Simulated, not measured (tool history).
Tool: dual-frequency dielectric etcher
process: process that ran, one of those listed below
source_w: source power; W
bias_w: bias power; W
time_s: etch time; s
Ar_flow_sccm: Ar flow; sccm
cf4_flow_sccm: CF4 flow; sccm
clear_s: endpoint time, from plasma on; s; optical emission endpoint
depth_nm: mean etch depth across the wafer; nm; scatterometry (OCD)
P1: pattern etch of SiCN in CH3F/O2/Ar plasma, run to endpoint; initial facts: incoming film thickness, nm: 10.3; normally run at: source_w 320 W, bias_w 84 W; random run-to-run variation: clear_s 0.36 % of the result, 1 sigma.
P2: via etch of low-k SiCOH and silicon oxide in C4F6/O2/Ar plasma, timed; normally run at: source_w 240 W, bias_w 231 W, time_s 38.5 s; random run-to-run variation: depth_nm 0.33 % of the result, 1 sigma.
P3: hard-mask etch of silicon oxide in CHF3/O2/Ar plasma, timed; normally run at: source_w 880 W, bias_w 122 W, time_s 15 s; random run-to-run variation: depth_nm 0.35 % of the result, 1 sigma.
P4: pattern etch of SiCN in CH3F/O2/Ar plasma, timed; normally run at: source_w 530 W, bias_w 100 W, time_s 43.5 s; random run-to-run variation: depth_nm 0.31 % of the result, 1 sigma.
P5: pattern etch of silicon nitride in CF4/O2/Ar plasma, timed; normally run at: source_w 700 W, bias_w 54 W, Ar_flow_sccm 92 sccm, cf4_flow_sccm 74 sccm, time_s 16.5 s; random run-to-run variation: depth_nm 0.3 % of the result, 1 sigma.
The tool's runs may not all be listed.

run	hour	process	source_w	bias_w	time_s	Ar_flow_sccm	cf4_flow_sccm	hours since the last wet clean	hours since the last source power generator calibration	hours since the last bias power generator calibration	clear_s	depth_nm
1	8.9	P1	320	84				405.6	1567.4	2692.2	28.341	
2	16.3	P2	240	168	38.5			413	1574.8	2699.6		75.076
3	24.9	P3	880	122	20			421.6	1583.4	2708.2		39.963
4	30.9	P1	410	84				427.6	1589.4	2714.2	26.009	
5	39.6	P1	210	60				436.3	1598.1	2722.9	37.527	
# hour 39.7: source power generator calibrated
6	46.4	P3	1190	122	15			443.1	6.7	2729.7		33.909
7	54.9	P3	880	171	15			451.6	15.2	2738.2		33.254
8	64.2	P1	320	84				460.9	24.5	2747.5	28.28	
9	72.8	P1	190	84				469.5	33.1	2756.1	34.256	
10	78.8	P5	700	42	16.5	92	74	475.5	39.1	2762.1		39.109
11	86	P2	320	231	38.5			482.7	46.3	2769.3		93.025
12	90.7	P5	490	54	16.5	92	74	487.4	51	2774		31.618
13	98.6	P4	530	100	43.5			495.3	58.9	2781.9		20.727
14	107	P2	240	231	25.5			503.7	67.3	2790.3		55.207
15	114	P1	320	84				510.7	74.3	2797.3	28.271	
16	119.7	P5	700	54	9	92	74	516.4	80	2803		23.397
17	129.2	P1	320	84				525.9	89.5	2812.5	28.32	
18	136.6	P1	320	84				533.3	96.9	2819.9	28.331	
19	143.4	P5	700	54	16.5	92	92	540.1	103.7	2826.7		44.077
20	152.2	P1	320	60				548.9	112.5	2835.5	31.887	
21	157.1	P4	530	100	53			553.8	117.4	2840.4		25.327
22	166.2	P5	700	54	16.5	111	74	562.9	126.5	2849.5		41.73
23	172.5	P1	320	103				569.2	132.8	2855.8	26.132	
24	177.3	P5	700	54	16.5	92	74	574	137.6	2860.6		43.262
25	182	P4	430	100	43.5			578.7	142.3	2865.3		19.218
26	191.6	P3	880	122	15			588.3	151.9	2874.9		30.13
27	200.4	P4	530	64	43.5			597.1	160.7	2883.7		17.724
28	208.1	P2	240	231	38.5			604.8	168.4	2891.4		84.11
29	214.3	P1	320	84				611	174.6	2897.6	28.283	
30	221.8	P1	320	84				618.5	182.1	2905.1	28.419	
31	230.4	P1	320	84				627.1	190.7	2913.7	28.77	
32	236.5	P1	320	84				633.2	196.8	2919.8	28.77	
33	245	P1	320	84				641.7	205.3	2928.3	28.664	
34	253.1	P1	320	84				649.8	213.4	2936.4	28.897	
# hour 256.8: wet clean of the chamber
35	258.3	P1	320	84				1.5	218.6	2941.6	28.867	
36	263.9	P1	320	84				7.1	224.2	2947.2	28.867	
37	269.1	P1	320	84				12.3	229.4	2952.4	28.929	
38	278.5	P1	320	84				21.7	238.8	2961.8	28.797	

Something has made what P1 gives creep away from where it was; the 2 causes below, each at its own stated size, fit the log equally well:
A: source power that arrives under what is set, % = 4.71
B: bias power that arrives under what is set, % = 4.73
The creep began at about hour 214.3.
What rules out each remaining cause:
chamber walls in a state that lowers the etch rate, %: was serviced at hour 256.8, once the creep was under way, yet the earlier output never came back

4 check runs are offered, one wafer each, their results left as question marks. Which one tells the causes apart?
check 1	287.9	P5	700	54	16.5	92	74					?
check 2	287.9	P4	530	100	43.5							?
check 3	287.9	P2	240	231	38.5							?
check 4	287.9	P3	880	122	15							?

What every check run would give for each of its results, assuming each possible cause in turn:
check	result	if A	if B
check 1	depth_nm	41.213	42.193
check 2	depth_nm	20.414	20.414
check 3	depth_nm	82.13	82.272
check 4	depth_nm	29.456	29.594
Smallest distance between any two causes, each pair judged by its most separating result, in per cent: check 1 2.35 %; check 2 0 %; check 3 0.17 %; check 4 0.47 %
The causes can be told apart only by check 1. The other checks would give nearly the same results under each of them.

Running check 1 produced the following: depth_nm 42.208 nm. Which one of the listed causes fits?

Of the candidate causes, it is B: bias power that arrives under what is set, %.
